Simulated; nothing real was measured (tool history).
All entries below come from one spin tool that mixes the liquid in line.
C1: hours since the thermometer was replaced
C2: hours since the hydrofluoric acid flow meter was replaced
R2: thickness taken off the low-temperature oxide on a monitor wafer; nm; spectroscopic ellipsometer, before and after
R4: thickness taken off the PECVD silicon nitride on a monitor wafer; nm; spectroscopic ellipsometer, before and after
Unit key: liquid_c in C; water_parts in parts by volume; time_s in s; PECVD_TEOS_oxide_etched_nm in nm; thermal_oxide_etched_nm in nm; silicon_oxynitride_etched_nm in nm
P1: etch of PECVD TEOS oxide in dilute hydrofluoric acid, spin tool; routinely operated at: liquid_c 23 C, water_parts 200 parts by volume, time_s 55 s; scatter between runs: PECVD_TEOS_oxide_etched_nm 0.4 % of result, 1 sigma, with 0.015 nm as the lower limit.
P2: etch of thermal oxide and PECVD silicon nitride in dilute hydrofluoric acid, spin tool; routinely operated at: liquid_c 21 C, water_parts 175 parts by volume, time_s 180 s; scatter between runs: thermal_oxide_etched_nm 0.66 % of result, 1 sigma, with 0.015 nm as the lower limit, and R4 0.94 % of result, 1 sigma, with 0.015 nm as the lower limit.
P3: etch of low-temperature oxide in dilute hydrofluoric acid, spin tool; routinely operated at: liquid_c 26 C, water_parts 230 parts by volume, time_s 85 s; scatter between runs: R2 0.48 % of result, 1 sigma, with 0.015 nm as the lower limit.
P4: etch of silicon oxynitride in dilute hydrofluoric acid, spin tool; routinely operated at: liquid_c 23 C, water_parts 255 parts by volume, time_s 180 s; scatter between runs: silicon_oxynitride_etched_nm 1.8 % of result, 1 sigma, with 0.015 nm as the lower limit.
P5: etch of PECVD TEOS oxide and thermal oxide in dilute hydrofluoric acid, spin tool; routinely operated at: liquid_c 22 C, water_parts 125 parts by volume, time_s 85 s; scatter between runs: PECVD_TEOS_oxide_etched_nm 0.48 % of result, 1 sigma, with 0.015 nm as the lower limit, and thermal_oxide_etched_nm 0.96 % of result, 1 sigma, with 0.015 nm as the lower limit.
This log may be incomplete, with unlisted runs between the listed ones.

Run 1, hour 7.4: process P1, liquid_c 23 C, water_parts 200 parts by volume, time_s 55 s; C1 868.3; C2 1696.2. Result: PECVD_TEOS_oxide_etched_nm 6.0568 nm.
Run 2, hour 15.2: process P3, liquid_c 26 C, water_parts 230 parts by volume, time_s 85 s; C1 876.1; C2 1704. Result: R2 7.0722 nm.
Run 3, hour 24.3: process P1, liquid_c 23 C, water_parts 200 parts by volume, time_s 30 s; C1 885.2; C2 1713.1. Result: PECVD_TEOS_oxide_etched_nm 3.2616 nm.
Run 4, hour 32: process P1, liquid_c 17 C, water_parts 325 parts by volume, time_s 55 s; C1 892.9; C2 1720.8. Result: PECVD_TEOS_oxide_etched_nm 2.6448 nm.
Run 5, hour 41: process P1, liquid_c 23 C, water_parts 200 parts by volume, time_s 55 s; C1 901.9; C2 1729.8. Result: PECVD_TEOS_oxide_etched_nm 6.06 nm.
Run 6, hour 48.8: process P1, liquid_c 23 C, water_parts 65 parts by volume, time_s 55 s; C1 909.7; C2 1737.6. Result: PECVD_TEOS_oxide_etched_nm 21.662 nm.
Run 7, hour 57.5: process P1, liquid_c 23 C, water_parts 200 parts by volume, time_s 55 s; C1 918.4; C2 1746.3. Result: PECVD_TEOS_oxide_etched_nm 5.9892 nm.
Run 8, hour 66.8: process P2, liquid_c 21 C, water_parts 175 parts by volume, time_s 280 s; C1 927.7; C2 1755.6. Result: thermal_oxide_etched_nm 6.1697 nm, R4 4.2912 nm.
Run 9, hour 73.4: process P1, liquid_c 23 C, water_parts 90 parts by volume, time_s 15 s; C1 934.3; C2 1762.2. Result: PECVD_TEOS_oxide_etched_nm 4.1303 nm.
Run 10, hour 80.1: process P1, liquid_c 29 C, water_parts 200 parts by volume, time_s 55 s; C1 941; C2 1768.9. Result: PECVD_TEOS_oxide_etched_nm 7.515 nm.
Run 11, hour 88.6: process P1, liquid_c 23 C, water_parts 200 parts by volume, time_s 55 s; C1 949.5; C2 1777.4. Result: PECVD_TEOS_oxide_etched_nm 6.0299 nm.
Run 12, hour 93.9: process P2, liquid_c 21 C, water_parts 295 parts by volume, time_s 180 s; C1 954.8; C2 1782.7. Result: thermal_oxide_etched_nm 2.1073 nm, R4 1.636 nm.
Run 13, hour 102: process P5, liquid_c 17 C, water_parts 125 parts by volume, time_s 85 s; C1 962.9; C2 1790.8. Result: PECVD_TEOS_oxide_etched_nm 5.0606 nm, thermal_oxide_etched_nm 2.1775 nm.
Run 14, hour 107.4: process P3, liquid_c 33 C, water_parts 230 parts by volume, time_s 85 s; C1 968.3; C2 1796.2. Result: R2 8.9827 nm.
Run 15, hour 113.1: process P1, liquid_c 23 C, water_parts 310 parts by volume, time_s 55 s; C1 974; C2 1801.9. Result: PECVD_TEOS_oxide_etched_nm 3.4897 nm.
Run 16, hour 120.7: process P4, liquid_c 23 C, water_parts 255 parts by volume, time_s 290 s; C1 981.6; C2 1809.5. Result: silicon_oxynitride_etched_nm 1.954 nm.
Run 17, hour 126.3: process P2, liquid_c 17 C, water_parts 175 parts by volume, time_s 180 s; C1 987.2; C2 1815.1. Result: thermal_oxide_etched_nm 3.4498 nm, R4 2.0586 nm.
Run 18, hour 134: process P3, liquid_c 26 C, water_parts 340 parts by volume, time_s 85 s; C1 994.9; C2 1822.8. Result: R2 4.2846 nm.
Run 19, hour 138.4: process P4, liquid_c 27.5 C, water_parts 255 parts by volume, time_s 180 s; C1 999.3; C2 1827.2. Result: silicon_oxynitride_etched_nm 1.4748 nm.
Run 20, hour 147.1: process P5, liquid_c 22 C, water_parts 50 parts by volume, time_s 85 s; C1 1008; C2 1835.9. Result: PECVD_TEOS_oxide_etched_nm 16.815 nm, thermal_oxide_etched_nm 7.1952 nm.
Run 21, hour 152.2: process P2, liquid_c 21 C, water_parts 175 parts by volume, time_s 180 s; C1 1013.1; C2 1841. Result: thermal_oxide_etched_nm 4.0358 nm, R4 2.6856 nm.
Run 22, hour 160: process P4, liquid_c 23 C, water_parts 445 parts by volume, time_s 180 s; C1 1020.9; C2 1848.8. Result: silicon_oxynitride_etched_nm 0.61292 nm.
Run 23, hour 168.4: process P1, liquid_c 23 C, water_parts 200 parts by volume, time_s 55 s; C1 1029.3; C2 1857.2. Result: PECVD_TEOS_oxide_etched_nm 6.0289 nm.
Run 24, hour 176.5: process P1, liquid_c 23 C, water_parts 200 parts by volume, time_s 105 s; C1 1037.4; C2 1865.3. Result: PECVD_TEOS_oxide_etched_nm 11.438 nm.
Run 25, hour 181.7: process P4, liquid_c 23 C, water_parts 255 parts by volume, time_s 180 s; C1 1042.6; C2 1870.5. Result: silicon_oxynitride_etched_nm 1.2228 nm.
Run 26, hour 186.4: process P2, liquid_c 21 C, water_parts 175 parts by volume, time_s 180 s; C1 1047.3; C2 1875.2. Result: thermal_oxide_etched_nm 3.9845 nm, R4 2.6623 nm.
Run 27, hour 192.5: process P5, liquid_c 22 C, water_parts 125 parts by volume, time_s 85 s; C1 1053.4; C2 1881.3. Result: PECVD_TEOS_oxide_etched_nm 6.1865 nm, thermal_oxide_etched_nm 2.6472 nm.
Run 28, hour 202.2: process P1, liquid_c 17 C, water_parts 200 parts by volume, time_s 55 s; C1 1063.1; C2 1891. Result: PECVD_TEOS_oxide_etched_nm 4.7652 nm.
Run 29, hour 211.6: process P3, liquid_c 26 C, water_parts 230 parts by volume, time_s 20 s; C1 1072.5; C2 1900.4. Result: R2 1.6682 nm.
Run 30, hour 216.7: process P5, liquid_c 22 C, water_parts 125 parts by volume, time_s 125 s; C1 1077.6; C2 1905.5. Result: PECVD_TEOS_oxide_etched_nm 9.1542 nm, thermal_oxide_etched_nm 3.8825 nm.
Run 31, hour 226.4: process P3, liquid_c 26 C, water_parts 230 parts by volume, time_s 85 s; C1 1087.3; C2 1915.2. Result: R2 7.1205 nm.
Run 32, hour 234.4: process P1, liquid_c 23 C, water_parts 200 parts by volume, time_s 55 s; C1 1095.3; C2 1923.2. Result: PECVD_TEOS_oxide_etched_nm 6.0335 nm.
Run 33, hour 238.9: process P1, liquid_c 23 C, water_parts 200 parts by volume, time_s 55 s; C1 1099.8; C2 1927.7. Result: PECVD_TEOS_oxide_etched_nm 6.1637 nm.

Run 34 has not been measured yet. What should we expect?
Run 34, hour 244.7: process P1, liquid_c 23 C, water_parts 200 parts by volume, time_s 55 s; C1 1105.6; C2 1933.5. Result: PECVD_TEOS_oxide_etched_nm ?.

Run 34 yielded PECVD_TEOS_oxide_etched_nm 6.3077 nm.
